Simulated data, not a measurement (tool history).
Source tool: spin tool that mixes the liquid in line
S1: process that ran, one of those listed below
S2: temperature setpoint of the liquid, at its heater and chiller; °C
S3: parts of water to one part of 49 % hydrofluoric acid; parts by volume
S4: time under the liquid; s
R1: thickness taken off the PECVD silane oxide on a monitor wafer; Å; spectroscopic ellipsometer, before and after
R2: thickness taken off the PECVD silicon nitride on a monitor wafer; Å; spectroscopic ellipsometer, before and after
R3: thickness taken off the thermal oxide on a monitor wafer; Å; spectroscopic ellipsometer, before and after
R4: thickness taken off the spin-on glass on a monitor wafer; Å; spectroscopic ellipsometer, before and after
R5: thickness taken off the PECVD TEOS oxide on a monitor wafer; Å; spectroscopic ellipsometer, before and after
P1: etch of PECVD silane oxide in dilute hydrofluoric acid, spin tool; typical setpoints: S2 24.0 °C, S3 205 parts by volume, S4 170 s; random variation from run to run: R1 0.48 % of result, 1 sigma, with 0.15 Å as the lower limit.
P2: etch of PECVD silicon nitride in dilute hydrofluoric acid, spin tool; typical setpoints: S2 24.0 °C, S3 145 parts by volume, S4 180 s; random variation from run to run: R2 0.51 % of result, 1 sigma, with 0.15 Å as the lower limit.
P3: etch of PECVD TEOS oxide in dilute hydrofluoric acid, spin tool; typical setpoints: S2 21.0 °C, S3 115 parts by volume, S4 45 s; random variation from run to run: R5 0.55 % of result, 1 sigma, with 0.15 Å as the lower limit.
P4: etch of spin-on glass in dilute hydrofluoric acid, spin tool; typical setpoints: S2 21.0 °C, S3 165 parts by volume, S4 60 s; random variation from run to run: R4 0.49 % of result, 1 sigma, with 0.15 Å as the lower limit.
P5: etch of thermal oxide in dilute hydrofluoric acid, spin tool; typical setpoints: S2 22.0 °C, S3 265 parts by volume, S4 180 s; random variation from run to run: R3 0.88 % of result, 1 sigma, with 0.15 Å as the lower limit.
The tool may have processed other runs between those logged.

{"run": 1, "day": 0.354, "S1": "P1", "S2": 24.0, "S3": 205, "S4": 170, "R1": 127.67}
{"run": 2, "day": 0.842, "S1": "P1", "S2": 29.0, "S3": 340, "S4": 170, "R1": 79.925}
{"run": 3, "day": 1.188, "S1": "P2", "S2": 24.0, "S3": 145, "S4": 180, "R2": 44.606}
{"run": 4, "day": 1.642, "S1": "P5", "S2": 22.0, "S3": 450, "S4": 180, "R3": 12.4}
{"run": 5, "day": 1.938, "S1": "P1", "S2": 17.5, "S3": 205, "S4": 170, "R1": 99.771}
{"run": 6, "day": 2.404, "S1": "P2", "S2": 24.0, "S3": 145, "S4": 180, "R2": 44.763}
{"run": 7, "day": 2.692, "S1": "P4", "S2": 21.0, "S3": 165, "S4": 60, "R4": 91.062}
{"run": 8, "day": 2.95, "S1": "P1", "S2": 24.0, "S3": 100, "S4": 170, "R1": 295.75}
{"run": 9, "day": 3.175, "S1": "P3", "S2": 21.0, "S3": 115, "S4": 45, "R5": 63.922}
{"run": 10, "day": 3.475, "S1": "P1", "S2": 32.0, "S3": 205, "S4": 170, "R1": 167.65}
{"run": 11, "day": 3.792, "S1": "P3", "S2": 21.0, "S3": 205, "S4": 45, "R5": 32.424}
{"run": 12, "day": 4.233, "S1": "P1", "S2": 24.0, "S3": 205, "S4": 170, "R1": 128.26}
{"day": 4.354, "done": "hydrofluoric acid flow meter replaced"}
{"run": 13, "day": 4.558, "S1": "P1", "S2": 24.0, "S3": 205, "S4": 15, "R1": 11.242}
{"run": 14, "day": 4.812, "S1": "P1", "S2": 24.0, "S3": 205, "S4": 170, "R1": 127.65}
{"run": 15, "day": 5.108, "S1": "P2", "S2": 24.0, "S3": 70, "S4": 180, "R2": 91.908}
{"run": 16, "day": 5.375, "S1": "P4", "S2": 21.0, "S3": 255, "S4": 60, "R4": 53.448}
{"run": 17, "day": 5.596, "S1": "P1", "S2": 24.0, "S3": 205, "S4": 170, "R1": 127.76}
{"run": 18, "day": 5.871, "S1": "P3", "S2": 21.0, "S3": 115, "S4": 15, "R5": 21.38}
{"run": 19, "day": 6.233, "S1": "P1", "S2": 24.0, "S3": 325, "S4": 260, "R1": 108.49}
{"run": 20, "day": 6.454, "S1": "P4", "S2": 21.0, "S3": 165, "S4": 35, "R4": 52.919}
{"run": 21, "day": 6.858, "S1": "P2", "S2": 17.0, "S3": 145, "S4": 180, "R2": 28.191}
{"run": 22, "day": 7.071, "S1": "P1", "S2": 24.0, "S3": 290, "S4": 170, "R1": 82.712}
{"run": 23, "day": 7.304, "S1": "P5", "S2": 22.0, "S3": 265, "S4": 180, "R3": 25.492}
{"run": 24, "day": 7.642, "S1": "P5", "S2": 22.0, "S3": 265, "S4": 60, "R3": 8.261}
{"run": 25, "day": 8.029, "S1": "P1", "S2": 24.0, "S3": 205, "S4": 325, "R1": 244.39}
{"run": 26, "day": 8.483, "S1": "P4", "S2": 21.0, "S3": 165, "S4": 60, "R4": 90.963}
{"run": 27, "day": 8.754, "S1": "P5", "S2": 17.0, "S3": 265, "S4": 180, "R3": 20.815}
{"run": 28, "day": 9.067, "S1": "P2", "S2": 24.0, "S3": 145, "S4": 290, "R2": 72.547}
{"run": 29, "day": 9.279, "S1": "P3", "S2": 27.5, "S3": 115, "S4": 45, "R5": 83.085}
{"run": 30, "day": 9.758, "S1": "P3", "S2": 21.0, "S3": 115, "S4": 45, "R5": 63.888}
{"run": 31, "day": 10.038, "S1": "P4", "S2": 27.0, "S3": 165, "S4": 60, "R4": 114.98}
{"run": 32, "day": 10.417, "S1": "P1", "S2": 24.0, "S3": 205, "S4": 170, "R1": 128.38}
{"run": 33, "day": 10.671, "S1": "P1", "S2": 24.0, "S3": 205, "S4": 170, "R1": 128.25}
{"run": 34, "day": 10.954, "S1": "P1", "S2": 24.0, "S3": 205, "S4": 170, "R1": 127.82}
{"run": 35, "day": 11.4, "S1": "P1", "S2": 24.0, "S3": 205, "S4": 170, "R1": 124.04}
{"run": 36, "day": 11.775, "S1": "P1", "S2": 24.0, "S3": 205, "S4": 170, "R1": 124.13}
{"run": 37, "day": 12.2, "S1": "P1", "S2": 24.0, "S3": 205, "S4": 170, "R1": 122.83}
{"run": 38, "day": 12.538, "S1": "P1", "S2": 24.0, "S3": 205, "S4": 170, "R1": 120.5}
{"run": 39, "day": 12.8, "S1": "P1", "S2": 24.0, "S3": 205, "S4": 170, "R1": 121.82}
{"run": 40, "day": 13.142, "S1": "P1", "S2": 24.0, "S3": 205, "S4": 170, "R1": 120.52}
{"run": 41, "day": 13.379, "S1": "P1", "S2": 24.0, "S3": 205, "S4": 170, "R1": 120.34}
{"run": 42, "day": 13.838, "S1": "P1", "S2": 24.0, "S3": 205, "S4": 170, "R1": 120.76}
{"run": 43, "day": 14.138, "S1": "P1", "S2": 24.0, "S3": 205, "S4": 170, "R1": 119.9}
{"run": 44, "day": 14.492, "S1": "P1", "S2": 24.0, "S3": 205, "S4": 170, "R1": 120.5}

The log shows P1 creeping away from where it was. Any of the 2 causes listed here, at the size stated for it, fits the log just as well as the others:
A: liquid colder than its thermometer reads (K) = 1.64
B: hydrofluoric acid flow below the setpoint (%) = 4.84
The gradual shift began around day 10.954.

Which of the 4 check runs listed below separates the causes, so that each cause would produce a clearly different result? Each run uses one wafer, and its results are marked with question marks.
{"run": "check 1", "day": 14.846, "S1": "P2", "S2": 24.0, "S3": 145, "S4": 285, "R2": "?"}
{"run": "check 2", "day": 14.846, "S1": "P5", "S2": 17.0, "S3": 265, "S4": 180, "R3": "?"}
{"run": "check 3", "day": 14.846, "S1": "P4", "S2": 26.5, "S3": 245, "S4": 60, "R4": "?"}
{"run": "check 4", "day": 14.846, "S1": "P3", "S2": 26.0, "S3": 115, "S4": 25, "R5": "?"}

How each check would come out, cause by cause:
check=check_1 result=R2 if_A=63.554 if_B=67.331
check=check_2 result=R3 if_A=19.330 if_B=19.382
check=check_3 result=R4 if_A=65.049 if_B=64.707
check=check_4 result=R5 if_A=40.505 if_B=40.774
Gap, in per cent, between the two causes that each check separates least, read from the result that separates them most: check 1 5.77 %; check 2 0.27 %; check 3 0.53 %; check 4 0.66 %
Check 1 tells the causes apart: in the others they would give nearly the same result.

Then check 1 was run and gave: R2 66.857 Å. Which cause is it?

The correct cause is B, namely: hydrofluoric acid flow below the setpoint (%).
